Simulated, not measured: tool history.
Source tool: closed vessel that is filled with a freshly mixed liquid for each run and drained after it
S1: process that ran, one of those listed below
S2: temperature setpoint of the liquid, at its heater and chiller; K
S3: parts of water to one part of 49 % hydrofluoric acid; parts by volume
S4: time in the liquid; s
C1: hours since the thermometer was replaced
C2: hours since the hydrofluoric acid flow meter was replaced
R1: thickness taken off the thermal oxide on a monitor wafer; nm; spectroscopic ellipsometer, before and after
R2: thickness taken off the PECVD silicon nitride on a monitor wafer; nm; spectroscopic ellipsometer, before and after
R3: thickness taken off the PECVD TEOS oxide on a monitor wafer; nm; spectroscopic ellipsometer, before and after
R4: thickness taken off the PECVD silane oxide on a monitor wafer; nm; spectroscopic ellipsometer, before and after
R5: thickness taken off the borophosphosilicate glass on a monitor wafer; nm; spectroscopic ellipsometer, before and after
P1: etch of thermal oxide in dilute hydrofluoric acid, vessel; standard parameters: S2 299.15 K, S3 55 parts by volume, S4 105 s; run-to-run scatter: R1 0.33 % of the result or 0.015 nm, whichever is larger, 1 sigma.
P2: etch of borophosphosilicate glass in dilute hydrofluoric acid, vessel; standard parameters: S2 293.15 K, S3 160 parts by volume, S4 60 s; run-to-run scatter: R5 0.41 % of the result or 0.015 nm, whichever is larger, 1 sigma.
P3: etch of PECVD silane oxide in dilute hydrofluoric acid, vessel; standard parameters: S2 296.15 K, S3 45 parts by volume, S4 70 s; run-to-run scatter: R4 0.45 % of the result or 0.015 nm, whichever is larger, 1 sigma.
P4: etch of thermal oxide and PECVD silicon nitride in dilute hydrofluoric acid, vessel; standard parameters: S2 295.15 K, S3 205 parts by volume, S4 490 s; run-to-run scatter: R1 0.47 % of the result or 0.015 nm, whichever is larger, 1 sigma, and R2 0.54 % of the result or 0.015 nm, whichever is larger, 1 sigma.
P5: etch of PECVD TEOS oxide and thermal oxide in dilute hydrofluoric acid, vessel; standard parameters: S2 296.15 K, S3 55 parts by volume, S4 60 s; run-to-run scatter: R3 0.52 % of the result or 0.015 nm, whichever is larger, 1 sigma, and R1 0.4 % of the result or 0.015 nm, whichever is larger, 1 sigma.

run	day	S1	S2	S3	S4	C1	C2	R1	R2	R3	R4	R5
1	0.112	P1	299.15	55	105	377.2	786.2	10.2170				
2	0.271	P1	299.15	55	40	381.0	790.0	3.8724				
3	0.521	P4	295.15	205	490	387.0	796.0	9.6112	5.41120			
4	0.646	P5	296.15	55	60	390.0	799.0	5.1817		15.2960		
5	0.871	P3	296.15	45	70	395.4	804.4				58.168	
6	0.996	P1	299.15	55	105	398.4	807.4	10.2580				
7	1.217	P4	295.15	305	490	403.7	812.7	5.8435	3.68200			
8	1.417	P1	299.15	55	105	408.5	817.5	10.2140				
# day 1.500: hydrofluoric acid flow meter replaced
9	1.567	P5	296.15	55	35	412.1	1.6	3.0185		9.0108		
10	1.742	P1	292.15	55	105	416.3	5.8	7.6453				
11	1.921	P1	299.15	55	105	420.6	10.1	10.2350				
12	2.133	P4	302.65	205	490	425.7	15.2	12.5760	8.73590			
13	2.321	P1	299.15	95	105	430.2	19.7	5.6448				
14	2.512	P1	303.15	95	105	434.8	24.3	6.5506				
15	2.746	P2	293.15	160	60	440.4	29.9					10.033
16	2.942	P1	304.65	55	105	445.1	34.6	12.7390				
17	3.138	P3	296.15	45	110	449.8	39.3				90.311	
18	3.329	P1	299.15	55	105	454.4	43.9	10.1920				
19	3.488	P4	295.15	205	75	458.2	47.7	1.4397	0.85071			
20	3.629	P5	296.15	30	60	461.6	51.1	9.8628		29.2080		
21	3.867	P1	299.15	55	105	467.3	56.8	10.2880				
22	3.996	P5	300.15	55	60	470.4	59.9	6.0456		18.2500		
23	4.167	P3	296.15	20	70	474.5	64.0				135.330	
24	4.283	P2	300.15	160	60	477.3	66.8					12.972
25	4.408	P1	293.65	30	105	480.3	69.8	15.3480				
26	4.654	P5	296.15	55	60	486.2	75.7	5.1619		15.4640		
27	4.850	P4	295.15	205	490	490.9	80.4	9.4732	5.47750			
28	5.017	P1	299.15	20	105	494.9	84.4	29.4630				
29	5.183	P2	293.15	160	100	498.9	88.4					16.406
30	5.354	P1	299.15	55	160	503.0	92.5	15.6290				
31	5.600	P2	293.15	45	60	508.9	98.4					40.256
32	5.762	P3	290.15	45	70	512.8	102.3				45.186	
33	5.921	P1	299.15	55	105	516.6	106.1	10.2460				
34	6.142	P1	299.15	55	105	521.9	111.4	9.9183				
35	6.362	P1	299.15	55	105	527.2	116.7	9.7519				
36	6.567	P1	299.15	55	105	532.1	121.6	9.7381				
37	6.804	P1	299.15	55	105	537.8	127.3	9.5940				
38	7.008	P1	299.15	55	105	542.7	132.2	9.5648				
39	7.192	P1	299.15	55	105	547.1	136.6	9.5452				
40	7.412	P1	299.15	55	105	552.4	141.9	9.4760				
41	7.525	P1	299.15	55	105	555.1	144.6	9.4962				
42	7.683	P1	299.15	55	105	558.9	148.4	9.5082				
43	7.850	P1	299.15	55	105	562.9	152.4	9.4653				

Compared with where it was, what P1 gives has crept away. Each cause listed below fits the log as well as the rest, at the size given for it:
A: liquid colder than its thermometer reads (K) = 1.82
B: hydrofluoric acid flow below the setpoint (%) = 6.61
The creep began at about day 5.921.

4 check runs are offered, one wafer each, their results left as question marks. Which one tells the causes apart?
check 1	8.017	P5	296.15	55	60			?		?		
check 2	8.017	P4	295.15	205	490			?	?			
check 3	8.017	P2	293.15	160	60							?
check 4	8.017	P3	296.15	45	70						?	

If the cause were each of the candidates in turn, the checks would give the following:
check	result	if A	if B
check 1	R1	4.8010	4.8126
check 1	R3	14.3280	14.3630
check 2	R1	8.9670	8.8435
check 2	R2	4.84610	5.09970
check 3	R5	9.2610	9.1939
check 4	R4	53.660	53.859
Per-check spread between the two closest causes, in the result where they differ most: check 1 0.24 %; check 2 5.1 %; check 3 0.73 %; check 4 0.37 %
Of the check runs offered, only check 2 discriminates between the causes; the rest would read about the same regardless of which cause applies.

With check 2 done, the readings were: R1 8.9653 nm; R2 4.80910 nm. Identify which of the listed causes applies.

The cause is A: liquid colder than its thermometer reads (K).
